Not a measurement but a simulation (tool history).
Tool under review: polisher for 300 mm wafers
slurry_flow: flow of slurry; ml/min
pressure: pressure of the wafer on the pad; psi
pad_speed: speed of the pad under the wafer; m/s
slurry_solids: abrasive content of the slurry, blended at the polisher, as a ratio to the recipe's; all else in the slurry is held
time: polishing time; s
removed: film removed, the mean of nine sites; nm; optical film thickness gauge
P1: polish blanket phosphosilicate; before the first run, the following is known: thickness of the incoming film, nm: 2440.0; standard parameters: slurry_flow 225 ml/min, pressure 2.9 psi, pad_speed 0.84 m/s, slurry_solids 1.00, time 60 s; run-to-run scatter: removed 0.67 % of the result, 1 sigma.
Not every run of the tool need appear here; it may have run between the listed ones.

| run | hour | slurry_flow | pressure | pad_speed | slurry_solids | time | wafers polished on this pad | hours since the slurry nozzle was cleaned | hours since the head pressure was calibrated | hours since the slurry blender was calibrated | hours since the conditioning disc was replaced | removed |
|---|---|---|---|---|---|---|---|---|---|---|---|---|
| 1 | 8.5 | 225 | 2.9 | 0.84 | 1.00 | 60 | 221 | 207.8 | 161.0 | 222.1 | 247.3 | 411.53 |
| 2 | 23.5 | 225 | 2.9 | 0.84 | 1.00 | 60 | 340 | 222.8 | 176.0 | 237.1 | 262.3 | 410.56 |
| 3 | 32.8 | 225 | 2.9 | 0.84 | 1.00 | 60 | 414 | 232.1 | 185.3 | 246.4 | 271.6 | 405.31 |
| 4 | 43.6 | 225 | 2.9 | 0.84 | 0.60 | 60 | 500 | 242.9 | 196.1 | 257.2 | 282.4 | 312.00 |
| 5 | 51.1 | 225 | 2.9 | 0.84 | 1.00 | 60 | 559 | 250.4 | 203.6 | 264.7 | 289.9 | 409.41 |
| 6 | 66.1 | 225 | 2.9 | 0.84 | 1.00 | 31 | 679 | 265.4 | 218.6 | 279.7 | 304.9 | 213.17 |
|  | 72.9 | slurry nozzle cleaned |
|  | 74.2 | slurry blender recalibrated |
| 7 | 80.3 | 285 | 2.9 | 0.84 | 1.00 | 60 | 792 | 7.4 | 232.8 | 6.2 | 319.1 | 417.57 |
| 8 | 89.8 | 225 | 2.9 | 1.04 | 1.00 | 40 | 867 | 16.9 | 242.3 | 15.7 | 328.6 | 321.46 |
| 9 | 100.1 | 225 | 2.9 | 0.84 | 1.25 | 60 | 949 | 27.2 | 252.6 | 26.0 | 338.9 | 448.47 |
| 10 | 108.2 | 225 | 2.9 | 0.84 | 1.00 | 78 | 1013 | 35.3 | 260.7 | 34.1 | 347.0 | 528.68 |
| 11 | 116.5 | 135 | 2.9 | 0.84 | 1.00 | 60 | 1079 | 43.6 | 269.0 | 42.4 | 355.3 | 377.71 |
| 12 | 128.0 | 225 | 1.9 | 0.84 | 1.00 | 60 | 1171 | 55.1 | 280.5 | 53.9 | 366.8 | 269.82 |
| 13 | 143.9 | 225 | 2.9 | 0.84 | 1.00 | 60 | 1297 | 71.0 | 296.4 | 69.8 | 382.7 | 404.51 |
| 14 | 152.3 | 225 | 2.9 | 0.54 | 1.00 | 60 | 1364 | 79.4 | 304.8 | 78.2 | 391.1 | 286.05 |
| 15 | 168.2 | 225 | 2.9 | 1.32 | 1.00 | 60 | 1491 | 95.3 | 320.7 | 94.1 | 407.0 | 584.25 |
| 16 | 179.7 | 225 | 2.9 | 0.84 | 1.00 | 60 | 1582 | 106.8 | 332.2 | 105.6 | 418.5 | 407.56 |
| 17 | 187.9 | 225 | 4.3 | 0.84 | 1.00 | 60 | 1647 | 115.0 | 340.4 | 113.8 | 426.7 | 600.09 |
| 18 | 196.3 | 135 | 2.9 | 1.06 | 1.00 | 60 | 1714 | 123.4 | 348.8 | 122.2 | 435.1 | 455.40 |
| 19 | 209.9 | 225 | 2.9 | 0.84 | 1.00 | 60 | 1822 | 137.0 | 362.4 | 135.8 | 448.7 | 405.06 |
| 20 | 220.5 | 225 | 2.9 | 0.84 | 1.00 | 60 | 1906 | 147.6 | 373.0 | 146.4 | 459.3 | 397.79 |
| 21 | 228.3 | 225 | 2.9 | 0.84 | 1.00 | 60 | 1968 | 155.4 | 380.8 | 154.2 | 467.1 | 387.11 |
| 22 | 235.7 | 225 | 2.9 | 0.84 | 1.00 | 60 | 2027 | 162.8 | 388.2 | 161.6 | 474.5 | 387.46 |
| 23 | 243.4 | 225 | 2.9 | 0.84 | 1.00 | 60 | 2088 | 170.5 | 395.9 | 169.3 | 482.2 | 379.59 |

What does the tool deliver on the next run?
| 24 | 257.6 | 225 | 2.9 | 0.84 | 1.00 | 60 | 2201 | 184.7 | 410.1 | 183.5 | 496.4 | ? |

removed: 379.02 nm

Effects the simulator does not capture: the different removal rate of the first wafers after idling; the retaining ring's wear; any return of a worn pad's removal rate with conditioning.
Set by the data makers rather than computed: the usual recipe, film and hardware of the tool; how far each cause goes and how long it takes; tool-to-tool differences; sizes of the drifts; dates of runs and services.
